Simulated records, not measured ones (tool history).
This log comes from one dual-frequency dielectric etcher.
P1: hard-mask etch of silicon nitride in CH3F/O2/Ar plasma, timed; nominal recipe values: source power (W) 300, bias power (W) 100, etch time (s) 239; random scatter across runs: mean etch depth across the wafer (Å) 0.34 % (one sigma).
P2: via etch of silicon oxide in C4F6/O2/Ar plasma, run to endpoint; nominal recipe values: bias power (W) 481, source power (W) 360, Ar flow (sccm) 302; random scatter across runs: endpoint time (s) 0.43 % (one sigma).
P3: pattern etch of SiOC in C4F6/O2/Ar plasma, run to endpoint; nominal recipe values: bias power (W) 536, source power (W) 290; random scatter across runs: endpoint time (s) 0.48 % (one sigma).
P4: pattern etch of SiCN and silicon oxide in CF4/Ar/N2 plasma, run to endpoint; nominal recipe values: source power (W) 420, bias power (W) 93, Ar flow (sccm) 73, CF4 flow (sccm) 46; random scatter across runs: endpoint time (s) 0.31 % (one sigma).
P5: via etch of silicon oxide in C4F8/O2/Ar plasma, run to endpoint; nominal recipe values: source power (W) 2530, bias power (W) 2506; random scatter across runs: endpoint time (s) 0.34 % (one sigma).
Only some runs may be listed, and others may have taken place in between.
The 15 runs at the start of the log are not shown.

| run | day | process that ran | source power (W) | bias power (W) | etch time (s) | Ar flow (sccm) | CF4 flow (sccm) | hours since the last wet clean | hours since the last source power generator calibration | hours since the last bias power generator calibration | mean etch depth across the wafer (Å) | endpoint time (s) |
|---|---|---|---|---|---|---|---|---|---|---|---|---|
| 16 | 3.008 | P1 | 300 | 100 | 239 |  |  | 484 | 949.6 | 2997.3 | 1686.8 |  |
| 17 | 3.242 | P2 | 360 | 298 |  | 302 |  | 489.6 | 955.2 | 3002.9 |  | 25.615 |
| 18 | 3.442 | P1 | 300 | 63 | 239 |  |  | 494.4 | 960 | 3007.7 | 1424.4 |  |
| 19 | 3.642 | P4 | 580 | 93 |  | 73 | 46 | 499.2 | 964.8 | 3012.5 |  | 8.8665 |
| 20 | 3.85 | P1 | 300 | 100 | 239 |  |  | 504.2 | 969.8 | 3017.5 | 1688.9 |  |
| 21 | 4.046 | P2 | 250 | 481 |  | 302 |  | 508.9 | 974.5 | 3022.2 |  | 24.587 |
| 22 | 4.162 | P3 | 400 | 536 |  |  |  | 511.7 | 977.3 | 3025 |  | 9.4522 |
| 23 | 4.292 | P1 | 300 | 100 | 239 |  |  | 514.8 | 980.4 | 3028.1 | 1687.3 |  |
| 24 | 4.4 | P2 | 360 | 481 |  | 302 |  | 517.4 | 983 | 3030.7 |  | 21.544 |
| 25 | 4.525 | P4 | 420 | 93 |  | 101 | 46 | 520.4 | 986 | 3033.7 |  | 12.32 |
| 26 | 4.662 | P5 | 2530 | 2506 |  |  |  | 523.7 | 989.3 | 3037 |  | 251.82 |
| 27 | 4.792 | P1 | 300 | 122 | 239 |  |  | 526.8 | 992.4 | 3040.1 | 1824.2 |  |
| 28 | 4.9 | P3 | 290 | 536 |  |  |  | 529.4 | 995 | 3042.7 |  | 10.641 |
| 29 | 5.142 | P4 | 420 | 130 |  | 73 | 46 | 535.2 | 1000.8 | 3048.5 |  | 10.413 |
| 30 | 5.375 | P1 | 300 | 100 | 239 |  |  | 540.8 | 1006.4 | 3054.1 | 1693.8 |  |
| 31 | 5.588 | P1 | 300 | 100 | 239 |  |  | 545.9 | 1011.5 | 3059.2 | 1682.7 |  |
| 32 | 5.812 | P1 | 300 | 100 | 239 |  |  | 551.3 | 1016.9 | 3064.6 | 1676.2 |  |

Forecast run 33:
| 33 | 5.921 | P1 | 300 | 100 | 239 |  |  | 553.9 | 1019.5 | 3067.2 | ? |  |

{"run 33": {"mean etch depth across the wafer (Å)": 1671.6}}
